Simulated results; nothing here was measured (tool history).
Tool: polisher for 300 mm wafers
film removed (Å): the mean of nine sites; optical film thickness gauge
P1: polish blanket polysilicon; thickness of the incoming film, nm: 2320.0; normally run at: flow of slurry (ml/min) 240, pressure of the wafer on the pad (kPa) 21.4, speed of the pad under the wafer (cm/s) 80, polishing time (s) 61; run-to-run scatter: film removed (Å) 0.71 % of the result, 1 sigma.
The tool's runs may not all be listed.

run	hour	flow of slurry (ml/min)	pressure of the wafer on the pad (kPa)	speed of the pad under the wafer (cm/s)	polishing time (s)	wafers polished on this pad	hours since the slurry nozzle was cleaned	hours since the head pressure was calibrated	film removed (Å)
1	5.9	240	21.4	80	61	237	337.6	835.9	4187.5
2	15	350	21.4	80	61	316	346.7	845	4336.6
3	21	240	21.4	80	61	368	352.7	851	4116.3
4	31.1	145	21.4	80	61	455	362.8	861.1	3846.1
# hour 38.7: head pressure recalibrated
5	40.8	240	21.4	80	31	539	372.5	2.2	2132.7
6	51.5	240	21.4	80	61	631	383.2	12.9	4121.6
7	60.5	240	21.4	114	61	709	392.2	21.9	5994.2
8	68.4	240	9.7	80	61	778	400.1	29.8	1873.3
9	79	240	21.4	80	61	869	410.7	40.4	4160.4
10	89.5	240	21.4	52	92	960	421.2	50.9	4047.7
11	96	240	21.4	36	61	1016	427.7	57.4	1856.4
12	107.6	240	21.4	80	78	1116	439.3	69	5280.8
13	118.2	240	33.1	80	61	1208	449.9	79.6	6439.6
14	128.8	240	21.4	80	61	1300	460.5	90.2	4150.4
15	135.6	240	21.4	80	61	1358	467.3	97	4137.5
16	146.7	240	21.4	80	61	1454	478.4	108.1	4131.6
17	156.6	240	21.4	80	61	1540	488.3	118	4101.4
18	164.9	240	21.4	80	61	1612	496.6	126.3	4048.1
19	174.5	240	21.4	80	61	1695	506.2	135.9	4004.5
20	185.5	240	21.4	80	61	1790	517.2	146.9	4006.4
21	196.5	240	21.4	80	61	1885	528.2	157.9	3971.4
# hour 206.6: worn pad replaced by a new one
22	208.3	240	21.4	80	61	14	540	169.7	3949.1
23	213.8	240	21.4	80	61	62	545.5	175.2	3957
24	220.9	240	21.4	80	61	123	552.6	182.3	3906.1
25	233.5	240	21.4	80	61	232	565.2	194.9	3971.8

What P1 gives has crept away from where it was. These 2 causes fit the log equally well, each at the size given:
A: head's pressure below its setpoint, % = 5.06
B: slurry flow missing at the pad, % = 32
The creep began at about hour 146.7.
Why every other cause is out:
removal rate lost through wear of the pad, %: serviced at hour 206.6, which brought nothing back

4 check runs are offered, each on 3 wafers whose results are averaged, their results left as question marks. Which one tells the causes apart?
check 1	246.1	240	32.4	80	37				?
check 2	246.1	145	11	80	61				?
check 3	246.1	240	14.5	112	61				?
check 4	246.1	240	21.4	36	37				?

What each check would give under each cause:
check	result	if A	if B
check 1	film removed (Å)	3632.1	3632
check 2	film removed (Å)	1896.9	1839.5
check 3	film removed (Å)	3745.7	3745.7
check 4	film removed (Å)	1078	1078
How far apart the two closest causes lie, in the result that separates them most: check 1 0 %; check 2 3.07 %; check 3 0 %; check 4 0 %
Only check 2 tells the causes apart: in the others they would give nearly the same result.

Check 2 was then run and gave: film removed (Å) 1839.2. Which cause is it?

It is B: slurry flow missing at the pad, %.

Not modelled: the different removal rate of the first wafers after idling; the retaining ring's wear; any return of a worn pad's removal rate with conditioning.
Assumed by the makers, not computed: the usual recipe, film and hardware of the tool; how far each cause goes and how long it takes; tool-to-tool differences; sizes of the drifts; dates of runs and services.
